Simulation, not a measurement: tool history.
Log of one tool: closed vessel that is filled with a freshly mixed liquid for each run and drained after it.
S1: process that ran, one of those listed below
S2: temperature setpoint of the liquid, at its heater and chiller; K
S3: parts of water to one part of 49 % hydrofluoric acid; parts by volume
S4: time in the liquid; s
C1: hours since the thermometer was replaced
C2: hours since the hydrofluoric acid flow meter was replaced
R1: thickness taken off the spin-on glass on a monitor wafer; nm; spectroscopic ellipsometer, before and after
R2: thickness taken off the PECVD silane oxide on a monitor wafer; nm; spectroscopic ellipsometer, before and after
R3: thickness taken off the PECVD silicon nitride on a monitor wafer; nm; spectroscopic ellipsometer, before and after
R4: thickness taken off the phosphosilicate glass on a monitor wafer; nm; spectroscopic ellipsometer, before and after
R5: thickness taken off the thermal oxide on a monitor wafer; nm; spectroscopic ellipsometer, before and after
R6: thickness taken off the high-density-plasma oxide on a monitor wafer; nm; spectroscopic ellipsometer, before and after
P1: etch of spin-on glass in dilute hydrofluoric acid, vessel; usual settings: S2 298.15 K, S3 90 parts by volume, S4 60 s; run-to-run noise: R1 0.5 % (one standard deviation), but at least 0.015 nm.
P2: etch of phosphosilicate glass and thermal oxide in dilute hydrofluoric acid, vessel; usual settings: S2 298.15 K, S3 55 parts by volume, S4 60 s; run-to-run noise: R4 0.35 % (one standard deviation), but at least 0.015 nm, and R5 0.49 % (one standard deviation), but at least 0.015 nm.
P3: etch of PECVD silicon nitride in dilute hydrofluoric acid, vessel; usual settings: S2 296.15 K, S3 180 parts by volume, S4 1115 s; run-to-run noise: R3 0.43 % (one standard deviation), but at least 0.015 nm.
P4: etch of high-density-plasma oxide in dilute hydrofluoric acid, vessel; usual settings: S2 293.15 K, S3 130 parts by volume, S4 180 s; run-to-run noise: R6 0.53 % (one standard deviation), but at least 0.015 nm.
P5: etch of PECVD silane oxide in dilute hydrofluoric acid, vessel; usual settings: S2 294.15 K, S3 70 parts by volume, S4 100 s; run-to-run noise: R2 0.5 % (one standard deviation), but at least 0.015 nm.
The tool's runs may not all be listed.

{"run": 1, "hour": 15.1, "S1": "P1", "S2": 298.15, "S3": 90, "S4": 60, "C1": 1282.9, "C2": 389.5, "R1": 30.704}
{"run": 2, "hour": 26.7, "S1": "P1", "S2": 298.15, "S3": 90, "S4": 60, "C1": 1294.5, "C2": 401.1, "R1": 30.824}
{"run": 3, "hour": 40.4, "S1": "P5", "S2": 294.15, "S3": 70, "S4": 195, "C1": 1308.2, "C2": 414.8, "R2": 38.062}
{"run": 4, "hour": 56.3, "S1": "P1", "S2": 303.15, "S3": 90, "S4": 60, "C1": 1324.1, "C2": 430.7, "R1": 36.958}
{"run": 5, "hour": 66.3, "S1": "P5", "S2": 294.15, "S3": 70, "S4": 100, "C1": 1334.1, "C2": 440.7, "R2": 19.468}
{"run": 6, "hour": 79.9, "S1": "P3", "S2": 296.15, "S3": 290, "S4": 1115, "C1": 1347.7, "C2": 454.3, "R3": 13.054}
{"run": 7, "hour": 95.3, "S1": "P2", "S2": 306.15, "S3": 55, "S4": 60, "C1": 1363.1, "C2": 469.7, "R4": 124.95, "R5": 7.463}
{"run": 8, "hour": 102.5, "S1": "P3", "S2": 296.15, "S3": 180, "S4": 1115, "C1": 1370.3, "C2": 476.9, "R3": 20.843}
{"run": 9, "hour": 116.5, "S1": "P4", "S2": 293.15, "S3": 25, "S4": 180, "C1": 1384.3, "C2": 490.9, "R6": 36.73}
{"run": 10, "hour": 130.7, "S1": "P3", "S2": 303.15, "S3": 180, "S4": 1115, "C1": 1398.5, "C2": 505.1, "R3": 32.225}
{"run": 11, "hour": 140.8, "S1": "P2", "S2": 298.15, "S3": 55, "S4": 110, "C1": 1408.6, "C2": 515.2, "R4": 165.85, "R5": 9.9681}
{"run": 12, "hour": 151.8, "S1": "P1", "S2": 298.15, "S3": 90, "S4": 60, "C1": 1419.6, "C2": 526.2, "R1": 30.747}
{"run": 13, "hour": 162.8, "S1": "P3", "S2": 296.15, "S3": 180, "S4": 1615, "C1": 1430.6, "C2": 537.2, "R3": 30.068}
{"run": 14, "hour": 171.4, "S1": "P1", "S2": 304.65, "S3": 150, "S4": 60, "C1": 1439.2, "C2": 545.8, "R1": 21.591}
{"run": 15, "hour": 185.4, "S1": "P2", "S2": 298.15, "S3": 55, "S4": 60, "C1": 1453.2, "C2": 559.8, "R4": 90.365, "R5": 5.3914}
{"run": 16, "hour": 197.1, "S1": "P1", "S2": 298.15, "S3": 90, "S4": 30, "C1": 1464.9, "C2": 571.5, "R1": 15.228}
{"run": 17, "hour": 212.2, "S1": "P1", "S2": 298.15, "S3": 90, "S4": 100, "C1": 1480, "C2": 586.6, "R1": 50.884}
{"run": 18, "hour": 227.7, "S1": "P1", "S2": 298.15, "S3": 25, "S4": 60, "C1": 1495.5, "C2": 602.1, "R1": 120.46}
{"run": 19, "hour": 242.7, "S1": "P2", "S2": 298.15, "S3": 55, "S4": 60, "C1": 1510.5, "C2": 617.1, "R4": 90.401, "R5": 5.4093}
{"run": 20, "hour": 251.3, "S1": "P4", "S2": 293.15, "S3": 130, "S4": 90, "C1": 1519.1, "C2": 625.7, "R6": 3.1653}
{"run": 21, "hour": 263.2, "S1": "P1", "S2": 293.15, "S3": 90, "S4": 60, "C1": 1531, "C2": 637.6, "R1": 24.932}
{"run": 22, "hour": 271.5, "S1": "P2", "S2": 298.15, "S3": 105, "S4": 60, "C1": 1539.3, "C2": 645.9, "R4": 44.616, "R5": 2.6784}
{"run": 23, "hour": 287.3, "S1": "P5", "S2": 302.65, "S3": 70, "S4": 100, "C1": 1555.1, "C2": 661.7, "R2": 27.288}
{"run": 24, "hour": 303.6, "S1": "P4", "S2": 293.15, "S3": 130, "S4": 180, "C1": 1571.4, "C2": 678, "R6": 6.2512}
{"run": 25, "hour": 311.1, "S1": "P1", "S2": 291.15, "S3": 90, "S4": 30, "C1": 1578.9, "C2": 685.5, "R1": 11.485}
{"run": 26, "hour": 319.7, "S1": "P4", "S2": 299.15, "S3": 130, "S4": 180, "C1": 1587.5, "C2": 694.1, "R6": 7.8697}
{"run": 27, "hour": 332.3, "S1": "P1", "S2": 298.15, "S3": 140, "S4": 60, "C1": 1600.1, "C2": 706.7, "R1": 18.384}
{"run": 28, "hour": 347.1, "S1": "P1", "S2": 298.15, "S3": 90, "S4": 60, "C1": 1614.9, "C2": 721.5, "R1": 30.378}
{"run": 29, "hour": 354.7, "S1": "P5", "S2": 294.15, "S3": 105, "S4": 100, "C1": 1622.5, "C2": 729.1, "R2": 12.457}
{"run": 30, "hour": 362.8, "S1": "P1", "S2": 298.15, "S3": 90, "S4": 60, "C1": 1630.6, "C2": 737.2, "R1": 30.375}
{"run": 31, "hour": 370.5, "S1": "P1", "S2": 298.15, "S3": 90, "S4": 60, "C1": 1638.3, "C2": 744.9, "R1": 31.544}
{"run": 32, "hour": 382.6, "S1": "P1", "S2": 298.15, "S3": 90, "S4": 60, "C1": 1650.4, "C2": 757, "R1": 31.735}
{"run": 33, "hour": 393.6, "S1": "P1", "S2": 298.15, "S3": 90, "S4": 60, "C1": 1661.4, "C2": 768, "R1": 32.144}
{"run": 34, "hour": 407.6, "S1": "P1", "S2": 298.15, "S3": 90, "S4": 60, "C1": 1675.4, "C2": 782, "R1": 32.311}
{"run": 35, "hour": 416.7, "S1": "P1", "S2": 298.15, "S3": 90, "S4": 60, "C1": 1684.5, "C2": 791.1, "R1": 32.325}
{"run": 36, "hour": 427.9, "S1": "P1", "S2": 298.15, "S3": 90, "S4": 60, "C1": 1695.7, "C2": 802.3, "R1": 32.782}
{"run": 37, "hour": 435.8, "S1": "P1", "S2": 298.15, "S3": 90, "S4": 60, "C1": 1703.6, "C2": 810.2, "R1": 32.548}
{"run": 38, "hour": 447.6, "S1": "P1", "S2": 298.15, "S3": 90, "S4": 60, "C1": 1715.4, "C2": 822, "R1": 32.505}

What P1 gives has crept off from where it sat before. The 2 causes that follow fit the log equally well, each at the size noted:
A: hydrofluoric acid flow above the setpoint (%) = 5.8
B: liquid hotter than its thermometer reads (K) = 1.6
The process output started creeping at around hour 362.8.

Of the 4 check runs listed below, each run on one wafer and each result written as a question mark, which would let you distinguish the listed causes because they would give clearly different results?
{"run": "check 1", "hour": 459.4, "S1": "P4", "S2": 293.15, "S3": 35, "S4": 180, "R6": "?"}
{"run": "check 2", "hour": 459.4, "S1": "P5", "S2": 294.15, "S3": 100, "S4": 100, "R2": "?"}
{"run": "check 3", "hour": 459.4, "S1": "P3", "S2": 296.15, "S3": 275, "S4": 1115, "R3": "?"}
{"run": "check 4", "hour": 459.4, "S1": "P2", "S2": 303.15, "S3": 55, "S4": 100, "R4": "?", "R5": "?"}

If the cause were each of the candidates in turn, the checks would give the following:
check=check_1 result=R6 if_A=27.478 if_B=27.741
check=check_2 result=R2 if_A=13.983 if_B=14.011
check=check_3 result=R3 if_A=14.549 if_B=15.191
check=check_4 result=R4 if_A=195.39 if_B=195.59
check=check_4 result=R5 if_A=11.74 if_B=11.752
Per check, the gap between the least separated pair of causes, taken in the result that splits them most: check 1 0.95 %; check 2 0.2 %; check 3 4.31 %; check 4 0.1 %
The causes can be told apart only by check 3. The other checks would give nearly the same results under each of them.

Check 3 was carried out, with these results: R3 14.54 nm. Which of the listed causes is responsible?

The cause is A: hydrofluoric acid flow above the setpoint (%).
